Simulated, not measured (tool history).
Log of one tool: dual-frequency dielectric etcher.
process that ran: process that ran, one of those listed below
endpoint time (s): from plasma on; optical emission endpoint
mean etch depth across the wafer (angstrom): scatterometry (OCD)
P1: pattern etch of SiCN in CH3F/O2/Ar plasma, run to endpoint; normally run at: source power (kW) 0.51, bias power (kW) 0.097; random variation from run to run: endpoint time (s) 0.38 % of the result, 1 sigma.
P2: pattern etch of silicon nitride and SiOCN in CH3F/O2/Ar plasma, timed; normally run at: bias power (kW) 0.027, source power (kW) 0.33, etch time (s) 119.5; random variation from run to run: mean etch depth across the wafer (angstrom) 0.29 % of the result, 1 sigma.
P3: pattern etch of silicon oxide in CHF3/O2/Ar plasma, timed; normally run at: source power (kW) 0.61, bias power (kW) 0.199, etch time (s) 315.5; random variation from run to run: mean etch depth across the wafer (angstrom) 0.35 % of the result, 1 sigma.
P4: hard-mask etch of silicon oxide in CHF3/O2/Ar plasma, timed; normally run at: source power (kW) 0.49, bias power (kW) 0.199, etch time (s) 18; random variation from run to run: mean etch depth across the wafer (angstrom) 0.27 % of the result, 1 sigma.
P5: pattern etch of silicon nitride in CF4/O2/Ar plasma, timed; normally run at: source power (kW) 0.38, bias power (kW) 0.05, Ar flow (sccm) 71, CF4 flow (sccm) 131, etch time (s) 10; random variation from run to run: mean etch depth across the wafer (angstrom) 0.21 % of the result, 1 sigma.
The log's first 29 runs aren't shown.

run	hour	process that ran	source power (kW)	bias power (kW)	Ar flow (sccm)	CF4 flow (sccm)	etch time (s)	hours since the last wet clean	hours since the last source power generator calibration	hours since the last bias power generator calibration	endpoint time (s)	mean etch depth across the wafer (angstrom)
30	242.7	P2	0.45	0.027			119.5	338.3	1326.4	947.9		181.02
31	250.5	P2	0.33	0.027			119.5	346.1	1334.2	955.7		162.89
32	259.4	P5	0.38	0.05	71	131	10	355	1343.1	964.6		163.68
33	266.3	P3	0.61	0.199			173.5	361.9	1350	971.5		3401.6
34	276.2	P1	0.33	0.097				371.8	1359.9	981.4	27.593	
35	283.3	P5	0.38	0.066	71	131	10	378.9	1367	988.5		182.19
36	288.3	P1	0.51	0.097				383.9	1372	993.5	23.544	
37	297.1	P1	0.51	0.097				392.7	1380.8	1002.3	23.568	
38	303.6	P1	0.51	0.097				399.2	1387.3	1008.8	23.558	
39	311.8	P1	0.51	0.097				407.4	1395.5	1017	23.786	

The next listed run, before its measurement:
40	319.7	P1	0.51	0.097				415.3	1403.4	1024.9	?	

Run 40 gave endpoint time (s) 23.688.
